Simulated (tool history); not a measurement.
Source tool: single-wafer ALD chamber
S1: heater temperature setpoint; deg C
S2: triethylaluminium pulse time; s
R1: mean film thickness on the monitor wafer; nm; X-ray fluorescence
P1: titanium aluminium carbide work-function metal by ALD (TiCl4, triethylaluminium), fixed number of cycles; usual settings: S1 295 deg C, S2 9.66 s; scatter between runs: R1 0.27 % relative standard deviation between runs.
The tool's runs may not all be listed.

Run 1, hour 9.8: S1 295 deg C, S2 9.66 s. Result: R1 1.9374 nm.
Run 2, hour 16.7: S1 295 deg C, S2 9.66 s. Result: R1 1.9479 nm.
At hour 24.1: thermocouple changed; heater temperature recalibrated.
Run 3, hour 28.1: S1 295 deg C, S2 4.46 s. Result: R1 1.5852 nm.
Run 4, hour 39.2: S1 295 deg C, S2 9.66 s. Result: R1 1.9581 nm.
Run 5, hour 51.3: S1 295 deg C, S2 9.66 s. Result: R1 1.9392 nm.
Run 6, hour 59.1: S1 295 deg C, S2 9.66 s. Result: R1 1.9488 nm.
Run 7, hour 67.3: S1 295 deg C, S2 14.07 s. Result: R1 2.0025 nm.
Run 8, hour 74: S1 310 deg C, S2 13.69 s. Result: R1 2.1372 nm.
Run 9, hour 80.9: S1 317 deg C, S2 12.18 s. Result: R1 2.1783 nm.
Run 10, hour 93.1: S1 270 deg C, S2 9.66 s. Result: R1 1.7306 nm.
Run 11, hour 101.9: S1 311 deg C, S2 9.66 s. Result: R1 2.0723 nm.
Run 12, hour 111.4: S1 295 deg C, S2 9.66 s. Result: R1 1.947 nm.
Run 13, hour 123.5: S1 295 deg C, S2 9.66 s. Result: R1 1.9461 nm.
Run 14, hour 133.5: S1 295 deg C, S2 9.66 s. Result: R1 1.9486 nm.
Run 15, hour 145.2: S1 295 deg C, S2 9.66 s. Result: R1 1.9327 nm.
Run 16, hour 152.1: S1 295 deg C, S2 9.66 s. Result: R1 1.9264 nm.
Run 17, hour 159.5: S1 295 deg C, S2 9.66 s. Result: R1 1.9151 nm.
Run 18, hour 171.7: S1 295 deg C, S2 9.66 s. Result: R1 1.9113 nm.
Run 19, hour 181.8: S1 295 deg C, S2 9.66 s. Result: R1 1.9117 nm.
Run 20, hour 190.6: S1 295 deg C, S2 9.66 s. Result: R1 1.9158 nm.
Run 21, hour 196.6: S1 295 deg C, S2 9.66 s. Result: R1 1.9069 nm.
Run 22, hour 206.4: S1 295 deg C, S2 9.66 s. Result: R1 1.901 nm.
Run 23, hour 217.6: S1 295 deg C, S2 9.66 s. Result: R1 1.906 nm.
Run 24, hour 228.2: S1 295 deg C, S2 9.66 s. Result: R1 1.9002 nm.

What P1 gives has crept off from where it sat before. The 2 causes that follow fit the log equally well, each at the size noted:
A: wafer temperature below the value expected at the setpoint (K) = 4.76
B: triethylaluminium dose below that of a fresh bottle (%) = 13.5
The gradual shift began around hour 133.5.

Consider the 4 single-wafer check runs listed below, results given as question marks: which one distinguishes between the causes by giving clearly different results for each?
Run check 1, hour 238.8: S1 306 deg C, S2 6.24 s. Result: R1 ?.
Run check 2, hour 238.8: S1 271 deg C, S2 9.66 s. Result: R1 ?.
Run check 3, hour 238.8: S1 275 deg C, S2 9.66 s. Result: R1 ?.
Run check 4, hour 238.8: S1 309 deg C, S2 9.66 s. Result: R1 ?.

Expected result of each check under each candidate cause:
  check  result    if A    if B
check 1      R1  1.8312  1.7861
check 2      R1  1.7005  1.7037
check 3      R1   1.734  1.7366
check 4      R1   2.024  2.0219
Per check, the gap between the least separated pair of causes, taken in the result that splits them most: check 1 2.49 %; check 2 0.19 %; check 3 0.15 %; check 4 0.11 %
Of the check runs offered, only check 1 discriminates between the causes; the rest would read about the same regardless of which cause applies.

Check 1 was then run and gave: R1 1.7783 nm. Which cause is it?

It was cause B: triethylaluminium dose below that of a fresh bottle (%).
